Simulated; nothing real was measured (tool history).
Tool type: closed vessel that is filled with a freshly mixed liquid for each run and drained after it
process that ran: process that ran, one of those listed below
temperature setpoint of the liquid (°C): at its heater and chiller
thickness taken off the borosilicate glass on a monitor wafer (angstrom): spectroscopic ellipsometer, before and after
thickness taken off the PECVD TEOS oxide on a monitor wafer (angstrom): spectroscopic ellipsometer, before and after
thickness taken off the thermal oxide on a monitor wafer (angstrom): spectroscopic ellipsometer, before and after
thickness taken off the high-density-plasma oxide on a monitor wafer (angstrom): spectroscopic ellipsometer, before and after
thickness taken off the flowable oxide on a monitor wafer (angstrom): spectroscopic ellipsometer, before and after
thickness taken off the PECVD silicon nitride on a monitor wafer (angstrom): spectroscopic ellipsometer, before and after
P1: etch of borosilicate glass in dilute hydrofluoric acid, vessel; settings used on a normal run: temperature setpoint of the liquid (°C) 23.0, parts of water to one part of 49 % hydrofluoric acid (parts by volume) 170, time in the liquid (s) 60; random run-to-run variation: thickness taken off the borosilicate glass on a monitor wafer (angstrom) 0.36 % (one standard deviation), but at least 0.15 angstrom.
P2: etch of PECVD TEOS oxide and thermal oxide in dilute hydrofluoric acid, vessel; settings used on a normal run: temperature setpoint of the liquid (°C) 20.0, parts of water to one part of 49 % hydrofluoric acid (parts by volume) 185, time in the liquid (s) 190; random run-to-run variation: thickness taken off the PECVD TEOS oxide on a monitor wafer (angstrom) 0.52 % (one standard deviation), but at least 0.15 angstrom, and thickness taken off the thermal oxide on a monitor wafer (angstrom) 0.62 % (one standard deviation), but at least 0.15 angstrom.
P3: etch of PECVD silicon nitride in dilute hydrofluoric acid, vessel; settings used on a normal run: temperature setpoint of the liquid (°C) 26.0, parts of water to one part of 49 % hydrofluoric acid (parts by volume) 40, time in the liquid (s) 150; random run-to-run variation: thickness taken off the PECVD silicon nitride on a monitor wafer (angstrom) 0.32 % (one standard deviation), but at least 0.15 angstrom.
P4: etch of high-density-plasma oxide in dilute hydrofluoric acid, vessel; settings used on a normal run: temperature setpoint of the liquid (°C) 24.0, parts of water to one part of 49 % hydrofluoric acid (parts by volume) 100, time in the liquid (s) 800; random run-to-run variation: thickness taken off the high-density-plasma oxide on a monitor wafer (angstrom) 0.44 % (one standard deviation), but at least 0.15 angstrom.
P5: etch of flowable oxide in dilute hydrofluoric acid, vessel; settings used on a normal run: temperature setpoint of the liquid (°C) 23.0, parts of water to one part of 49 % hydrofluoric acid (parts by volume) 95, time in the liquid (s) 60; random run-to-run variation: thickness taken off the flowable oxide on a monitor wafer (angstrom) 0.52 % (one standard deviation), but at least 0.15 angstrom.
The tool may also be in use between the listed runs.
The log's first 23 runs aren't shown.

run,hour,process that ran,temperature setpoint of the liquid (°C),parts of water to one part of 49 % hydrofluoric acid (parts by volume),time in the liquid (s),hours since the thermometer was replaced,hours since the hydrofluoric acid flow meter was replaced,thickness taken off the borosilicate glass on a monitor wafer (angstrom),thickness taken off the PECVD TEOS oxide on a monitor wafer (angstrom),thickness taken off the thermal oxide on a monitor wafer (angstrom),thickness taken off the high-density-plasma oxide on a monitor wafer (angstrom),thickness taken off the flowable oxide on a monitor wafer (angstrom),thickness taken off the PECVD silicon nitride on a monitor wafer (angstrom)
24,100.7,P2,20.0,75,190,60.5,257.3,,185.580,104.940,,,
25,105.7,P1,19.0,170,60,65.5,262.3,149.830,,,,,
26,108.6,P3,26.0,60,150,68.4,265.2,,,,,,48.392
27,111.2,P1,23.0,290,60,71.0,267.8,90.720,,,,,
28,116.4,P3,26.0,40,225,76.2,273.0,,,,,,107.650
29,119.7,P2,20.0,185,190,79.5,276.3,,66.222,36.926,,,
30,123.8,P5,23.0,95,60,83.6,280.4,,,,,359.13,
31,126.6,P1,23.0,170,60,86.4,283.2,176.120,,,,,
32,131.3,P1,23.0,70,60,91.1,287.9,480.090,,,,,
33,135.5,P3,20.5,40,150,95.3,292.1,,,,,,49.919
34,139.7,P1,23.0,170,60,99.5,296.3,175.790,,,,,
35,142.2,P1,23.0,170,60,102.0,298.8,178.030,,,,,
36,146.9,P1,23.0,170,60,106.7,303.5,182.030,,,,,
37,152.4,P1,23.0,170,60,112.2,309.0,184.140,,,,,
38,157.8,P1,23.0,170,60,117.6,314.4,184.580,,,,,

Run 39 comes next. What will it give?
39,163.4,P1,23.0,170,60,123.2,320.0,?,,,,,

Run 39 gave thickness taken off the borosilicate glass on a monitor wafer (angstrom) 184.250.
